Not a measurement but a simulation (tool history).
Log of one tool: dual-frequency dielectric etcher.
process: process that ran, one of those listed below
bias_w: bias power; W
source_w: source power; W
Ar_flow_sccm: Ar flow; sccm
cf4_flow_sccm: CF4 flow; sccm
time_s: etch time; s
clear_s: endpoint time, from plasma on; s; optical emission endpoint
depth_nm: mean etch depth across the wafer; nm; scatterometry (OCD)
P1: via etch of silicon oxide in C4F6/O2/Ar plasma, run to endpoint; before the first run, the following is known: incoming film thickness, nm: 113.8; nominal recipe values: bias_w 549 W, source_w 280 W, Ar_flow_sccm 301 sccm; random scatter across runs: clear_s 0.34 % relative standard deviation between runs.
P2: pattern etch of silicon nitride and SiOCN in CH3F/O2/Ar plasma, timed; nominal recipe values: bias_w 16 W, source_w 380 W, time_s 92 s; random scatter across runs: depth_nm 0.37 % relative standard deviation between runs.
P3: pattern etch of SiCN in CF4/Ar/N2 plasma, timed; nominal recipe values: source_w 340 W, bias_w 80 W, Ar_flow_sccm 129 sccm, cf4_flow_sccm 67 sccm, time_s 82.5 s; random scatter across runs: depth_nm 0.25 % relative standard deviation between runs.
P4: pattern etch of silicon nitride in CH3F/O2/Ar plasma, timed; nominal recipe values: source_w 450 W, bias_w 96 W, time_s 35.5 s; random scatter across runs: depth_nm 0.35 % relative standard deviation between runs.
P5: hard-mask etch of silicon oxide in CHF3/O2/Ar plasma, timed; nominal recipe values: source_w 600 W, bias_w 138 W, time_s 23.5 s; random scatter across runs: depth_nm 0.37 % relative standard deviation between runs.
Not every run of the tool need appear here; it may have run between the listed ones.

| run | hour | process | bias_w | source_w | Ar_flow_sccm | cf4_flow_sccm | time_s | hours since the last wet clean | hours since the last bias power generator calibration | hours since the last source power generator calibration | hours since the last Ar flow controller change | clear_s | depth_nm |
|---|---|---|---|---|---|---|---|---|---|---|---|---|---|
| 1 | 3.2 | P1 | 549 | 280 | 301 |  |  | 326.5 | 1418.8 | 968.3 | 2395.2 | 27.017 |  |
| 2 | 8.6 | P1 | 549 | 280 | 301 |  |  | 331.9 | 1424.2 | 973.7 | 2400.6 | 26.901 |  |
| 3 | 14.2 | P1 | 549 | 280 | 301 |  |  | 337.5 | 1429.8 | 979.3 | 2406.2 | 26.869 |  |
| 4 | 20.6 | P3 | 80 | 340 | 129 | 67 | 82.5 | 343.9 | 1436.2 | 985.7 | 2412.6 |  | 55.155 |
| 5 | 26.2 | P4 | 67 | 450 |  |  | 35.5 | 349.5 | 1441.8 | 991.3 | 2418.2 |  | 25.033 |
| 6 | 31 | P5 | 138 | 600 |  |  | 23.5 | 354.3 | 1446.6 | 996.1 | 2423 |  | 42.222 |
| 7 | 35.9 | P2 | 16 | 380 |  |  | 92 | 359.2 | 1451.5 | 1001 | 2427.9 |  | 10.765 |
| 8 | 41.4 | P1 | 549 | 280 | 301 |  |  | 364.7 | 1457 | 1006.5 | 2433.4 | 27.072 |  |
| 9 | 45.8 | P1 | 549 | 280 | 301 |  |  | 369.1 | 1461.4 | 1010.9 | 2437.8 | 27.035 |  |
| 10 | 50.7 | P4 | 96 | 620 |  |  | 35.5 | 374 | 1466.3 | 1015.8 | 2442.7 |  | 32.158 |
| 11 | 56.7 | P1 | 549 | 180 | 405 |  |  | 380 | 1472.3 | 1021.8 | 2448.7 | 32.927 |  |
| 12 | 61.3 | P3 | 80 | 340 | 129 | 67 | 45.5 | 384.6 | 1476.9 | 1026.4 | 2453.3 |  | 30.397 |
| 13 | 66.8 | P3 | 80 | 210 | 129 | 67 | 82.5 | 390.1 | 1482.4 | 1031.9 | 2458.8 |  | 36.423 |
| 14 | 71.9 | P5 | 138 | 790 |  |  | 23.5 | 395.2 | 1487.5 | 1037 | 2463.9 |  | 46.829 |
| 15 | 75.6 | P5 | 94 | 600 |  |  | 23.5 | 398.9 | 1491.2 | 1040.7 | 2467.6 |  | 37.433 |
| 16 | 79.8 | P1 | 735 | 280 | 301 |  |  | 403.1 | 1495.4 | 1044.9 | 2471.8 | 24.24 |  |
| 17 | 85 | P5 | 138 | 600 |  |  | 33 | 408.3 | 1500.6 | 1050.1 | 2477 |  | 58.973 |
|  | 86.9 | source power generator calibrated |
| 18 | 90.3 | P1 | 549 | 280 | 360 |  |  | 413.6 | 1505.9 | 3.4 | 2482.3 | 27.585 |  |
| 19 | 94.2 | P2 | 16 | 490 |  |  | 92 | 417.5 | 1509.8 | 7.3 | 2486.2 |  | 11.818 |
| 20 | 100.2 | P1 | 549 | 280 | 175 |  |  | 423.5 | 1515.8 | 13.3 | 2492.2 | 25.632 |  |
| 21 | 106.4 | P1 | 418 | 280 | 301 |  |  | 429.7 | 1522 | 19.5 | 2498.4 | 30.171 |  |
|  | 107.8 | wet clean of the chamber |
| 22 | 112.4 | P1 | 440 | 200 | 301 |  |  | 4.6 | 1528 | 25.5 | 2504.4 | 33.324 |  |
| 23 | 118 | P3 | 80 | 340 | 129 | 67 | 82.5 | 10.2 | 1533.6 | 31.1 | 2510 |  | 55.306 |
| 24 | 122.4 | P3 | 99 | 340 | 129 | 67 | 82.5 | 14.6 | 1538 | 35.5 | 2514.4 |  | 59.882 |
| 25 | 125.5 | P3 | 80 | 340 | 83 | 67 | 82.5 | 17.7 | 1541.1 | 38.6 | 2517.5 |  | 58.976 |
| 26 | 129.3 | P5 | 138 | 600 |  |  | 23.5 | 21.5 | 1544.9 | 42.4 | 2521.3 |  | 42.137 |
| 27 | 132.7 | P4 | 96 | 450 |  |  | 35.5 | 24.9 | 1548.3 | 45.8 | 2524.7 |  | 28.375 |
| 28 | 138.9 | P1 | 549 | 280 | 301 |  |  | 31.1 | 1554.5 | 52 | 2530.9 | 27.039 |  |
| 29 | 143.5 | P2 | 16 | 380 |  |  | 137 | 35.7 | 1559.1 | 56.6 | 2535.5 |  | 15.942 |
| 30 | 148.7 | P3 | 80 | 340 | 129 | 89 | 82.5 | 40.9 | 1564.3 | 61.8 | 2540.7 |  | 57.849 |
| 31 | 152.9 | P1 | 549 | 210 | 301 |  |  | 45.1 | 1568.5 | 66 | 2544.9 | 30.131 |  |
| 32 | 157.2 | P4 | 96 | 450 |  |  | 49 | 49.4 | 1572.8 | 70.3 | 2549.2 |  | 39.093 |
| 33 | 162.4 | P1 | 549 | 340 | 301 |  |  | 54.6 | 1578 | 75.5 | 2554.4 | 25.415 |  |
| 34 | 167.5 | P2 | 11 | 380 |  |  | 92 | 59.7 | 1583.1 | 80.6 | 2559.5 |  | 9.3159 |
| 35 | 171 | P1 | 549 | 280 | 301 |  |  | 63.2 | 1586.6 | 84.1 | 2563 | 26.977 |  |
| 36 | 177.4 | P1 | 549 | 280 | 301 |  |  | 69.6 | 1593 | 90.5 | 2569.4 | 26.782 |  |
| 37 | 182.2 | P1 | 549 | 280 | 301 |  |  | 74.4 | 1597.8 | 95.3 | 2574.2 | 26.964 |  |
| 38 | 187.9 | P1 | 549 | 280 | 301 |  |  | 80.1 | 1603.5 | 101 | 2579.9 | 26.759 |  |
| 39 | 194.9 | P1 | 549 | 280 | 301 |  |  | 87.1 | 1610.5 | 108 | 2586.9 | 26.781 |  |
| 40 | 200.2 | P1 | 549 | 280 | 301 |  |  | 92.4 | 1615.8 | 113.3 | 2592.2 | 26.57 |  |
| 41 | 204.4 | P1 | 549 | 280 | 301 |  |  | 96.6 | 1620 | 117.5 | 2596.4 | 26.638 |  |
| 42 | 209.7 | P1 | 549 | 280 | 301 |  |  | 101.9 | 1625.3 | 122.8 | 2601.7 | 26.642 |  |
|  | 209.8 | Ar flow controller replaced |
|  | 215.3 | wet clean of the chamber |
| 43 | 215.4 | P1 | 549 | 280 | 301 |  |  | 0.2 | 1631 | 128.5 | 5.6 | 26.667 |  |
| 44 | 220 | P1 | 549 | 280 | 301 |  |  | 4.8 | 1635.6 | 133.1 | 10.2 | 26.756 |  |
| 45 | 227 | P1 | 549 | 280 | 301 |  |  | 11.8 | 1642.6 | 140.1 | 17.2 | 26.654 |  |
| 46 | 232.1 | P1 | 549 | 280 | 301 |  |  | 16.9 | 1647.7 | 145.2 | 22.3 | 26.654 |  |

What P1 gives has crept away from where it was. These 2 causes fit the log equally well, each at the size given:
A: bias power that arrives over what is set, % = 4.52
B: source power that arrives over what is set, % = 4.78
At approximately hour 171, the process output began to creep.
Each remaining cause and why it is not a fit:
chamber walls in a state that raises the etch rate, %: serviced at hour 215.3, after the change had begun; the process did not return to its earlier output
Ar flow that arrives under what is set, %: serviced at hour 209.8, after the change had begun; the process did not return to its earlier output

The check runs listed below each take one wafer, and their results are still question marks. Under which run would the listed causes lead to clearly different results?
| check 1 | 237.2 | P3 | 80 | 220 | 129 | 67 | 49.5 |  |  |  |  |  | ? |
| check 2 | 237.2 | P2 | 12 | 380 |  |  | 92 |  |  |  |  |  | ? |
| check 3 | 237.2 | P5 | 97 | 600 |  |  | 23.5 |  |  |  |  |  | ? |
| check 4 | 237.2 | P4 | 96 | 610 |  |  | 35.5 |  |  |  |  |  | ? |

What every check run would give for each of its results, assuming each possible cause in turn:
| check | result | if A | if B |
|---|---|---|---|
| check 1 | depth_nm | 23.146 | 23.691 |
| check 2 | depth_nm | 9.7724 | 9.7751 |
| check 3 | depth_nm | 38.259 | 38.476 |
| check 4 | depth_nm | 32.282 | 32.343 |
Per-check spread between the two closest causes, in the result where they differ most: check 1 2.33 %; check 2 0.03 %; check 3 0.57 %; check 4 0.19 %
Check 1 is the one run that separates the causes; every other check would come out nearly the same whichever cause is at work.

With check 1 done, the readings were: depth_nm 23.716 nm. Identify which of the listed causes applies.

Of the candidate causes, it is B: source power that arrives over what is set, %.

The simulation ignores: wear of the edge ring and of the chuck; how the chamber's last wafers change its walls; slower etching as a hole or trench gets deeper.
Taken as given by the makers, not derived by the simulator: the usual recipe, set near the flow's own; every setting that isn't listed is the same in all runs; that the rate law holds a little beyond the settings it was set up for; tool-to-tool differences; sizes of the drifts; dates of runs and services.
